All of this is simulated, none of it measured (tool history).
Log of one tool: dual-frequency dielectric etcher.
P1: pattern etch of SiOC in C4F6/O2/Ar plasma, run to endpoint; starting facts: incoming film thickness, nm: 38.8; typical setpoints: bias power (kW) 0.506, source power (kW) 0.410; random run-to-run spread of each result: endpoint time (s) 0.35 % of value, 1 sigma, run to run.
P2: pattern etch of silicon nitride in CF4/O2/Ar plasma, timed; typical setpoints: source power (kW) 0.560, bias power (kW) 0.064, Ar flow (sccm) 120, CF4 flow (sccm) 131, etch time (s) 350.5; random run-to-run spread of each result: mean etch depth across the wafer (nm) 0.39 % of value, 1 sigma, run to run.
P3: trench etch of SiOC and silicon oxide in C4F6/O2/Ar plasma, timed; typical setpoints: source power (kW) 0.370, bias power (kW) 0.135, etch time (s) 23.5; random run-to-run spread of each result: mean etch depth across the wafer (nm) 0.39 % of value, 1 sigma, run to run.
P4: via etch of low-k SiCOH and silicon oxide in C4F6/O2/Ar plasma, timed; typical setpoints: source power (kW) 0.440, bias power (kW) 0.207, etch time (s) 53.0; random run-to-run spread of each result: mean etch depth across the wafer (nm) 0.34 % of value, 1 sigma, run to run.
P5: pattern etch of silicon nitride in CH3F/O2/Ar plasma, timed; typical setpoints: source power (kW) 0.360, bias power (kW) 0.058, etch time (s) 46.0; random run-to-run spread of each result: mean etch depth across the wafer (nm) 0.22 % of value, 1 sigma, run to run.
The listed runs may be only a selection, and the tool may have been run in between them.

run,day,process that ran,bias power (kW),source power (kW),etch time (s),Ar flow (sccm),CF4 flow (sccm),hours since the last wet clean,hours since the last bias power generator calibration,hours since the last source power generator calibration,endpoint time (s),mean etch depth across the wafer (nm)
1,0.600,P1,0.506,0.410,,,,174.8,858.5,1503.3,12.909,
2,0.958,P3,0.096,0.370,23.5,,,183.4,867.1,1511.9,,37.014
3,1.512,P4,0.207,0.440,32.5,,,196.7,880.4,1525.2,,93.235
4,1.896,P2,0.064,0.560,350.5,120,131,205.9,889.6,1534.4,,839.220
5,2.288,P2,0.064,0.560,350.5,120,131,215.3,899.0,1543.8,,826.170
6,2.654,P1,0.506,0.340,,,,224.1,907.8,1552.6,13.854,
7,3.096,P3,0.135,0.370,23.5,,,234.7,918.4,1563.2,,40.555
8,3.512,P5,0.058,0.360,46.0,,,244.7,928.4,1573.2,,28.115
9,3.812,P4,0.165,0.440,53.0,,,251.9,935.6,1580.4,,141.680
10,4.133,P3,0.135,0.230,23.5,,,259.6,943.3,1588.1,,33.736
11,4.608,P1,0.506,0.410,,,,271.0,954.7,1599.5,12.935,
12,5.212,P2,0.064,0.560,240.5,120,131,285.5,969.2,1614.0,,573.720
13,5.767,P1,0.506,0.550,,,,298.8,982.5,1627.3,11.668,
14,6.133,P5,0.058,0.360,46.0,,,307.6,991.3,1636.1,,28.189
15,6.592,P1,0.506,0.410,,,,318.6,1002.3,1647.1,12.910,
16,7.167,P5,0.036,0.360,46.0,,,332.4,1016.1,1660.9,,24.335
17,7.750,P5,0.058,0.360,66.0,,,346.4,1030.1,1674.9,,40.333
18,8.271,P1,0.628,0.560,,,,358.9,1042.6,1687.4,10.626,
19,8.804,P1,0.506,0.410,,,,371.7,1055.4,1700.2,12.954,
20,9.092,P1,0.506,0.410,,,,378.6,1062.3,1707.1,12.893,
21,9.471,P1,0.661,0.410,,,,387.7,1071.4,1716.2,11.711,
22,9.808,P2,0.085,0.560,350.5,120,131,395.8,1079.5,1724.3,,936.650
23,10.217,P5,0.058,0.220,46.0,,,405.6,1089.3,1734.1,,23.371
24,10.558,P2,0.064,0.560,350.5,151,131,413.8,1097.5,1742.3,,812.050
25,10.871,P2,0.064,0.680,350.5,120,131,421.3,1105.0,1749.8,,984.940
26,11.317,P4,0.207,0.440,53.0,,,432.0,1115.7,1760.5,,152.340
27,11.788,P1,0.323,0.410,,,,443.3,1127.0,1771.8,15.176,
28,12.267,P4,0.207,0.620,53.0,,,454.8,1138.5,1783.3,,175.070
29,12.738,P1,0.506,0.410,,,,466.1,1149.8,1794.6,12.928,
30,13.183,P2,0.064,0.560,350.5,120,87,476.8,1160.5,1805.3,,792.900
31,13.758,P1,0.506,0.410,,,,490.6,1174.3,1819.1,12.922,
32,14.342,P3,0.135,0.370,13.0,,,504.6,1188.3,1833.1,,22.555
33,14.900,P1,0.506,0.410,,,,518.0,1201.7,1846.5,12.861,
34,15.338,P1,0.506,0.410,,,,528.5,1212.2,1857.0,13.003,
35,15.688,P1,0.506,0.410,,,,536.9,1220.6,1865.4,13.075,
36,16.154,P1,0.506,0.410,,,,548.1,1231.8,1876.6,13.018,
37,16.738,P1,0.506,0.410,,,,562.1,1245.8,1890.6,13.075,
38,17.167,P1,0.506,0.410,,,,572.4,1256.1,1900.9,13.058,
39,17.567,P1,0.506,0.410,,,,582.0,1265.7,1910.5,13.203,
40,18.058,P1,0.506,0.410,,,,593.8,1277.5,1922.3,13.049,
# day 18.138: wet clean of the chamber
41,18.396,P1,0.506,0.410,,,,6.3,1285.6,1930.4,13.142,
42,18.846,P1,0.506,0.410,,,,17.1,1296.4,1941.2,13.230,
43,19.362,P1,0.506,0.410,,,,29.5,1308.8,1953.6,13.098,

Something has made what P1 gives creep away from where it was; the 2 causes below, each at its own stated size, fit the log equally well:
A: bias power that arrives under what is set, % = 4.56
B: source power that arrives under what is set, % = 4.6
The creep began at about day 14.900.
All other causes, with the reason each is excluded:
chamber walls in a state that lowers the etch rate, %: maintenance at day 18.138, after the shift began, did not return the process to its former output

Consider the 4 check runs below, whose results appear as question marks and each of which averages 2 wafers. Which one distinguishes the causes, in that each cause would give it a clearly different result?
check 1,19.879,P5,0.058,0.360,46.0,,,,,,,?
check 2,19.879,P4,0.207,0.440,53.0,,,,,,,?
check 3,19.879,P2,0.064,0.560,350.5,120,131,,,,,?
check 4,19.879,P3,0.135,0.370,23.5,,,,,,,?

What every check run would give for each of its results, assuming each possible cause in turn:
check,result,if A,if B
check 1,mean etch depth across the wafer (nm),27.759,27.680
check 2,mean etch depth across the wafer (nm),149.740,149.260
check 3,mean etch depth across the wafer (nm),819.940,801.340
check 4,mean etch depth across the wafer (nm),40.169,39.977
Per check, the gap between the least separated pair of causes, taken in the result that splits them most: check 1 0.28 %; check 2 0.32 %; check 3 2.3 %; check 4 0.48 %
Check 3 is the one run that separates the causes; every other check would come out nearly the same whichever cause is at work.

Running check 3 produced the following: mean etch depth across the wafer (nm) 819.790. Which one of the listed causes fits?

A is the cause: bias power that arrives under what is set, %.
